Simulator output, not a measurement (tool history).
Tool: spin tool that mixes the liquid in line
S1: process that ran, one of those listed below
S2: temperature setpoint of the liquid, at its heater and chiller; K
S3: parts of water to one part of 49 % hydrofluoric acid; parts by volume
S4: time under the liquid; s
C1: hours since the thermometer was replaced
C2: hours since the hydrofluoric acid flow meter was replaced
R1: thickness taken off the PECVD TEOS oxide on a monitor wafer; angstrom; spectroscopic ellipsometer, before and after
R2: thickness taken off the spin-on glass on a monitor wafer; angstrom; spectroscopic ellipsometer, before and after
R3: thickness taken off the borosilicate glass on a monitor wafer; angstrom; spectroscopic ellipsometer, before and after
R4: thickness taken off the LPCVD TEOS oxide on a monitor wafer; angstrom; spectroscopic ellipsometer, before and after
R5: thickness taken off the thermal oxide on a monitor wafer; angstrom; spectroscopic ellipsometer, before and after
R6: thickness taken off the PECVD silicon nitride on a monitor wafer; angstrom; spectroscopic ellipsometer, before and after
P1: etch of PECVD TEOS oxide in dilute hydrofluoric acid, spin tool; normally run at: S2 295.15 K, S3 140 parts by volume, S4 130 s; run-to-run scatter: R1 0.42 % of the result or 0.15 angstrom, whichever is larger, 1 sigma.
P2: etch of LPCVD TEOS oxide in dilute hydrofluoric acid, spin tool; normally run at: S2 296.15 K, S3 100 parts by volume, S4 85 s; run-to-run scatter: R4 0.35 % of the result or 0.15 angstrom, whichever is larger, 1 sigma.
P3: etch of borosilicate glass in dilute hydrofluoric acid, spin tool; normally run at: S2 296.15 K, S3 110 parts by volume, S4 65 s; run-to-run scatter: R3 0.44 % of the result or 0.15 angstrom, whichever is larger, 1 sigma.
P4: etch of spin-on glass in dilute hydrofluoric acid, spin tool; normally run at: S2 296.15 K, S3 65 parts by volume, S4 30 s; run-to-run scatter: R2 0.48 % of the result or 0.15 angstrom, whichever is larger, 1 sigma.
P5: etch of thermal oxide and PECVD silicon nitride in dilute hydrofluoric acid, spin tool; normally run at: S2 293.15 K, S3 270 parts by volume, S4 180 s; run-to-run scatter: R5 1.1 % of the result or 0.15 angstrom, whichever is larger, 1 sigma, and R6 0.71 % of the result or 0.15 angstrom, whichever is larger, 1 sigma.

run 1 day=0.183 | S1=P1 S2=295.15 S3=140 S4=130 | C1=202.3 C2=959.7 | R1=192.470
run 2 day=0.304 | S1=P1 S2=295.15 S3=140 S4=130 | C1=205.2 C2=962.6 | R1=193.030
run 3 day=0.425 | S1=P4 S2=304.15 S3=65 S4=30 | C1=208.1 C2=965.5 | R2=237.780
run 4 day=0.517 | S1=P3 S2=296.15 S3=55 S4=65 | C1=210.3 C2=967.7 | R3=341.17
run 5 day=0.696 | S1=P2 S2=296.15 S3=20 S4=85 | C1=214.6 C2=972.0 | R4=1549.300
run 6 day=0.804 | S1=P5 S2=293.15 S3=270 S4=320 | C1=217.2 C2=974.6 | R5=40.176 R6=55.702
run 7 day=0.988 | S1=P2 S2=296.15 S3=100 S4=30 | C1=221.6 C2=979.0 | R4=98.063
run 8 day=1.133 | S1=P4 S2=296.15 S3=65 S4=30 | C1=225.1 C2=982.5 | R2=175.930
run 9 day=1.275 | S1=P4 S2=296.15 S3=65 S4=15 | C1=228.5 C2=985.9 | R2=86.864
run 10 day=1.454 | S1=P5 S2=290.15 S3=270 S4=180 | C1=232.8 C2=990.2 | R5=19.969 R6=25.650
run 11 day=1.550 | S1=P1 S2=295.15 S3=50 S4=245 | C1=235.1 C2=992.5 | R1=1137.100
run 12 day=1.650 | S1=P3 S2=296.15 S3=110 S4=105 | C1=237.5 C2=994.9 | R3=259.17
run 13 day=1.742 | S1=P1 S2=295.15 S3=140 S4=130 | C1=239.7 C2=997.1 | R1=191.830
run 14 day=1.921 | S1=P1 S2=295.15 S3=140 S4=55 | C1=244.0 C2=1001.4 | R1=80.957
run 15 day=2.050 | S1=P5 S2=293.15 S3=270 S4=180 | C1=247.1 C2=1004.5 | R5=22.119 R6=31.320
run 16 day=2.162 | S1=P3 S2=291.65 S3=110 S4=65 | C1=249.8 C2=1007.2 | R3=132.91
run 17 day=2.292 | S1=P2 S2=301.65 S3=100 S4=85 | C1=252.9 C2=1010.3 | R4=346.640
run 18 day=2.433 | S1=P1 S2=295.15 S3=250 S4=30 | C1=256.3 C2=1013.7 | R1=22.375
run 19 day=2.575 | S1=P3 S2=296.15 S3=110 S4=65 | C1=259.7 C2=1017.1 | R3=159.59
run 20 day=2.758 | S1=P1 S2=295.15 S3=65 S4=130 | C1=264.1 C2=1021.5 | R1=449.030
run 21 day=2.896 | S1=P4 S2=296.15 S3=65 S4=30 | C1=267.4 C2=1024.8 | R2=174.710
run 22 day=3.042 | S1=P4 S2=296.15 S3=30 S4=30 | C1=270.9 C2=1028.3 | R2=394.080
run 23 day=3.175 | S1=P5 S2=293.15 S3=270 S4=180 | C1=274.1 C2=1031.5 | R5=22.684 R6=31.272
run 24 day=3.288 | S1=P1 S2=295.15 S3=140 S4=130 | C1=276.8 C2=1034.2 | R1=194.180
run 25 day=3.421 | S1=P1 S2=295.15 S3=140 S4=220 | C1=280.0 C2=1037.4 | R1=324.890
run 26 day=3.512 | S1=P3 S2=296.15 S3=110 S4=65 | C1=282.2 C2=1039.6 | R3=160.24
run 27 day=3.671 | S1=P5 S2=293.15 S3=95 S4=180 | C1=286.0 C2=1043.4 | R5=76.953 R6=86.141
run 28 day=3.817 | S1=P1 S2=290.15 S3=140 S4=130 | C1=289.5 C2=1046.9 | R1=157.790

Run 29 comes next. What will it give?
run 29 day=3.975 | S1=P2 S2=296.15 S3=100 S4=85 | C1=293.3 C2=1050.7 | R4=?

R4: 279.470 angstrom

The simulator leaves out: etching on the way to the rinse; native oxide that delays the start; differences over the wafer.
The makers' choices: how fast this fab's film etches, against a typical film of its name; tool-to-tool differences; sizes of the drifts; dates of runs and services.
